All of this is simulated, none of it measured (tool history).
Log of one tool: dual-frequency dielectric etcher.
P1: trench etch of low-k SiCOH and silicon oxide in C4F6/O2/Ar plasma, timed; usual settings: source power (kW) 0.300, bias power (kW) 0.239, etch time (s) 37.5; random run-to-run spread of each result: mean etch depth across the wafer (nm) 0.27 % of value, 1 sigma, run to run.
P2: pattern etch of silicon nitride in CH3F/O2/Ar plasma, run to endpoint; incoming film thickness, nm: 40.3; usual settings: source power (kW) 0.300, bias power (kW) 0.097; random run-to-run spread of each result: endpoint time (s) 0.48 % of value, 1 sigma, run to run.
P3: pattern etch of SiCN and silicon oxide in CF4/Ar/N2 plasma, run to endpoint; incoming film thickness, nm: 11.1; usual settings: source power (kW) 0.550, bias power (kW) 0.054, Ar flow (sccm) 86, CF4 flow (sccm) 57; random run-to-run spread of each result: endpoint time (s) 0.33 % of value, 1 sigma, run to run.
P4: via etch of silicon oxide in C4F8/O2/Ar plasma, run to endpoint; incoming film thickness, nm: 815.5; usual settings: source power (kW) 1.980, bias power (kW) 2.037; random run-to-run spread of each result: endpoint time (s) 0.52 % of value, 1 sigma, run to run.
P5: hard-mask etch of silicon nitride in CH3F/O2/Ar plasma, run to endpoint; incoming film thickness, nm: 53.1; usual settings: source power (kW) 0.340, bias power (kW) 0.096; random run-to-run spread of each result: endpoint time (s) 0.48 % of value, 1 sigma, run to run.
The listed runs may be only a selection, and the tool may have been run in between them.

| run | hour | process that ran | source power (kW) | bias power (kW) | etch time (s) | Ar flow (sccm) | CF4 flow (sccm) | hours since the last wet clean | hours since the last source power generator calibration | hours since the last bias power generator calibration | mean etch depth across the wafer (nm) | endpoint time (s) |
|---|---|---|---|---|---|---|---|---|---|---|---|---|
| 1 | 6.7 | P1 | 0.300 | 0.239 | 37.5 |  |  | 350.6 | 1599.0 | 1045.4 | 117.120 |  |
| 2 | 13.9 | P4 | 2.550 | 2.037 |  |  |  | 357.8 | 1606.2 | 1052.6 |  | 142.880 |
| 3 | 21.4 | P3 | 0.550 | 0.054 |  | 86 | 73 | 365.3 | 1613.7 | 1060.1 |  | 11.493 |
| 4 | 29.2 | P1 | 0.300 | 0.239 | 37.5 |  |  | 373.1 | 1621.5 | 1067.9 | 117.030 |  |
| 5 | 39.5 | P2 | 0.170 | 0.097 |  |  |  | 383.4 | 1631.8 | 1078.2 |  | 69.861 |
| 6 | 50.8 | P1 | 0.380 | 0.239 | 37.5 |  |  | 394.7 | 1643.1 | 1089.5 | 127.450 |  |
| 7 | 63.9 | P3 | 0.450 | 0.054 |  | 86 | 57 | 407.8 | 1656.2 | 1102.6 |  | 14.404 |
| 8 | 71.3 | P2 | 0.300 | 0.097 |  |  |  | 415.2 | 1663.6 | 1110.0 |  | 57.041 |
| 9 | 84.3 | P4 | 1.980 | 2.499 |  |  |  | 428.2 | 1676.6 | 1123.0 |  | 148.240 |
| 10 | 92.8 | P3 | 0.550 | 0.034 |  | 86 | 57 | 436.7 | 1685.1 | 1131.5 |  | 13.709 |
| 11 | 99.3 | P1 | 0.300 | 0.239 | 26.5 |  |  | 443.2 | 1691.6 | 1138.0 | 83.047 |  |
| 12 | 111.5 | P5 | 0.410 | 0.096 |  |  |  | 455.4 | 1703.8 | 1150.2 |  | 67.816 |
| 13 | 122.5 | P1 | 0.300 | 0.282 | 22.0 |  |  | 466.4 | 1714.8 | 1161.2 | 72.725 |  |
| 14 | 131.6 | P1 | 0.300 | 0.239 | 37.5 |  |  | 475.5 | 1723.9 | 1170.3 | 116.990 |  |
| 15 | 143.4 | P2 | 0.300 | 0.070 |  |  |  | 487.3 | 1735.7 | 1182.1 |  | 63.790 |
| 16 | 151.6 | P5 | 0.340 | 0.132 |  |  |  | 495.5 | 1743.9 | 1190.3 |  | 64.462 |
| 17 | 165.2 | P1 | 0.300 | 0.163 | 37.5 |  |  | 509.1 | 1757.5 | 1203.9 | 103.050 |  |
| 18 | 174.8 | P1 | 0.200 | 0.239 | 48.5 |  |  | 518.7 | 1767.1 | 1213.5 | 129.050 |  |
| 19 | 181.4 | P5 | 0.340 | 0.096 |  |  |  | 525.3 | 1773.7 | 1220.1 |  | 72.404 |
| 20 | 190.3 | P3 | 0.550 | 0.054 |  | 49 | 57 | 534.2 | 1782.6 | 1229.0 |  | 11.035 |

Run 21 has not been measured yet. What should we expect?
| 21 | 196.5 | P1 | 0.300 | 0.239 | 37.5 |  |  | 540.4 | 1788.8 | 1235.2 | ? |  |

{"run 21": {"mean etch depth across the wafer (nm)": 117.33}}
